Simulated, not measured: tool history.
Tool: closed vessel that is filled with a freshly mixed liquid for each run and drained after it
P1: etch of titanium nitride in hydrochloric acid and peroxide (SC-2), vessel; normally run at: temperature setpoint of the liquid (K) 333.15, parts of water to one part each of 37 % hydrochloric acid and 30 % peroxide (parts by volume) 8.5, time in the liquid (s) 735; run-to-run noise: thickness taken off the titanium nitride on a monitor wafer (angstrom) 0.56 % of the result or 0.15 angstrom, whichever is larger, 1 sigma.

run   hour  temperature setpoint of the liquid (K)  parts of water to one part each of 37 % hydrochloric acid and 30 % peroxide (parts by volume)  time in the liquid (s)  hours since the thermometer was replaced  hours since the chemicals flow meter was replaced  hours since the drum of peroxide was connected  thickness taken off the titanium nitride on a monitor wafer (angstrom)
  1   12.1                                  333.15                                                                                            8.5                     735                                     593.1                                             1555.4                                           301.7                                                                  412.87
  2   21.8                                  345.15                                                                                              4                     735                                     602.8                                             1565.1                                           311.4                                                                    1487
  3     31                                  333.15                                                                                            8.5                     735                                       612                                             1574.3                                           320.6                                                                  406.98
  4   36.7                                  324.15                                                                                            8.5                    1040                                     617.7                                               1580                                           326.3                                                                  326.05
  5   44.7                                  345.15                                                                                            8.5                     735                                     625.7                                               1588                                           334.3                                                                  844.38
  6   53.3                                  321.65                                                                                            8.5                     735                                     634.3                                             1596.6                                           342.9                                                                  192.85
  7   59.4                                  333.15                                                                                              4                     735                                     640.4                                             1602.7                                             349                                                                  720.26
  8   71.7                                  333.15                                                                                            8.5                      30                                     652.7                                               1615                                           361.3                                                                  16.328
  9   83.3                                  333.15                                                                                            8.5                    1470                                     664.3                                             1626.6                                           372.9                                                                  819.21
 10   95.4                                  323.65                                                                                            8.5                    1140                                     676.4                                             1638.7                                             385                                                                  343.92
 11  101.4                                  333.15                                                                                            8.5                     735                                     682.4                                             1644.7                                             391                                                                  411.15
     106.9  -- new drum of peroxide connected
 12  107.3                                  333.15                                                                                             15                     735                                     688.3                                             1650.6                                             0.5                                                                  251.66
 13  117.5                                  333.15                                                                                            8.5                     735                                     698.5                                             1660.8                                            10.7                                                                  409.05
 14  125.7                                  333.15                                                                                            8.5                     735                                     706.7                                               1669                                            18.9                                                                  406.61
 15  133.5                                  333.15                                                                                            8.5                     735                                     714.5                                             1676.8                                            26.7                                                                  408.69
 16  139.6                                  333.15                                                                                            8.5                     735                                     720.6                                             1682.9                                            32.8                                                                  396.08
 17  148.8                                  333.15                                                                                            8.5                     735                                     729.8                                             1692.1                                              42                                                                  386.88
 18  161.2                                  333.15                                                                                            8.5                     735                                     742.2                                             1704.5                                            54.4                                                                  377.03
 19  170.8                                  333.15                                                                                            8.5                     735                                     751.8                                             1714.1                                              64                                                                  377.21
     171.4  -- new drum of peroxide connected
 20  178.5                                  333.15                                                                                            8.5                     735                                     759.5                                             1721.8                                             7.1                                                                  371.37
 21  187.8                                  333.15                                                                                            8.5                     735                                     768.8                                             1731.1                                            16.4                                                                  367.59
 22  199.9                                  333.15                                                                                            8.5                     735                                     780.9                                             1743.2                                            28.5                                                                  371.45

P1 no longer gives what it gave before; its output has crept away from where it was. The following 2 causes, each at its listed size, fit the log equally well:
A: chemicals flow below the setpoint (%) = 11.4
B: liquid colder than its thermometer reads (K) = 1.58
The gradual shift began around hour 133.5.
Other possible causes, and why each is ruled out:
peroxide weaker than its label (%): work on it at hour 171.4, done after the drift set in, did not restore what the process gave before

4 check runs are offered, each on 3 wafers whose results are averaged, their results left as question marks. Which one tells the causes apart?
check 1   212                                  322.15                                                                                              4                     735                                                                                                                                                                                                                    ?
check 2   212                                  333.15                                                                                             14                     280                                                                                                                                                                                                                    ?
check 3   212                                  325.65                                                                                            8.5                    1390                                                                                                                                                                                                                    ?
check 4   212                                  324.65                                                                                            8.5                    1425                                                                                                                                                                                                                    ?

What each check would give under each cause:
  check                                                                  result    if A    if B
check 1  thickness taken off the titanium nitride on a monitor wafer (angstrom)  322.66  314.95
check 2  thickness taken off the titanium nitride on a monitor wafer (angstrom)  91.834  92.486
check 3  thickness taken off the titanium nitride on a monitor wafer (angstrom)  432.55  430.33
check 4  thickness taken off the titanium nitride on a monitor wafer (angstrom)  415.17  412.78
Per check, the gap between the least separated pair of causes, taken in the result that splits them most: check 1 2.42 %; check 2 0.71 %; check 3 0.51 %; check 4 0.58 %
Check 1 tells the causes apart: in the others they would give nearly the same result.

With check 1 done, the readings were: thickness taken off the titanium nitride on a monitor wafer (angstrom) 321.24. Identify which of the listed causes applies.

It is A: chemicals flow below the setpoint (%).
